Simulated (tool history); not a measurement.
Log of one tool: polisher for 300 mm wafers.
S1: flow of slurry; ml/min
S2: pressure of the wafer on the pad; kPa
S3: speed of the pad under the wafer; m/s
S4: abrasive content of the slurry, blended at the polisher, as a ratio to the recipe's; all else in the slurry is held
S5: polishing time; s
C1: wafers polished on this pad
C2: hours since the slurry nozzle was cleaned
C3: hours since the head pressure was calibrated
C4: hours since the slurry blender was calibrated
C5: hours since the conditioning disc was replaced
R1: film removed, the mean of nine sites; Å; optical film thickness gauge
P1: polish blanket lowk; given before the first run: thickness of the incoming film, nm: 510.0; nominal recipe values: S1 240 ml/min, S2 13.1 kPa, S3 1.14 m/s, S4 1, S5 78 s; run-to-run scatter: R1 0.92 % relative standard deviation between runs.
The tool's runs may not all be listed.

run	hour	S1	S2	S3	S4	S5	C1	C2	C3	C4	C5	R1
1	12.6	240	13.1	1.14	1	78	248	96.2	62.6	174.2	65.8	322.14
2	24.4	240	13.1	1.14	1.35	78	340	108	74.4	186	77.6	367.89
3	38.4	240	13.1	1.14	1	78	449	122	88.4	200	91.6	323.65
4	48.2	240	13.1	1.14	1	52	526	131.8	98.2	209.8	101.4	220.27
5	62.9	240	13.1	1.54	1	78	640	146.5	112.9	224.5	116.1	416.78
6	78.5	240	8.3	1.14	1.4	78	762	162.1	128.5	240.1	131.7	234.88
# hour 83: conditioning disc replaced and pad reconditioned
7	90.2	240	13.1	0.8	1	78	853	173.8	140.2	251.8	7.3	245
8	100.7	240	13.1	1.14	1	78	935	184.3	150.7	262.3	17.8	322.91
9	112.8	240	13.1	1.14	1	78	1029	196.4	162.8	274.4	29.9	324.48
10	123.9	240	6.2	1.14	1	78	1116	207.5	173.9	285.5	41	150.72
11	133	240	13.1	1.14	0.55	78	1187	216.6	183	294.6	50.1	233.36
12	149.1	240	13.1	1.14	1	78	1312	232.7	199.1	310.7	66.2	326.03
13	161.1	240	13.1	1.14	1	78	1406	244.7	211.1	322.7	78.2	322.53
14	177.5	340	13.1	1.14	1	78	1533	261.1	227.5	339.1	94.6	337.88
15	193.5	240	20.7	1.14	1	78	1658	277.1	243.5	355.1	110.6	510.94
16	207.1	240	13.1	1.14	1	117	1764	290.7	257.1	368.7	124.2	487.69
17	223.1	145	13.1	1.14	1	78	1889	306.7	273.1	384.7	140.2	304.7
18	240.5	240	13.1	1.14	1	78	2024	324.1	290.5	402.1	157.6	321.53
19	252	240	13.1	1.14	1	78	2114	335.6	302	413.6	169.1	316.18
20	264.7	240	13.1	1.14	1	78	2213	348.3	314.7	426.3	181.8	303.68
21	278.5	240	13.1	1.14	1	78	2321	362.1	328.5	440.1	195.6	293.89
# hour 292: conditioning disc replaced and pad reconditioned
22	293	240	13.1	1.14	1	78	2434	376.6	343	454.6	1	289.9
23	305.4	240	13.1	1.14	1	78	2530	389	355.4	467	13.4	294.37

Run 24 is up next; what results do you expect?
# hour 306: slurry nozzle cleaned
# hour 314.4: head pressure recalibrated
24	319.7	240	13.1	1.14	1	78	2642	13.8	5.4	481.3	27.7	?

{"run 24": {"R1": 288.72}}
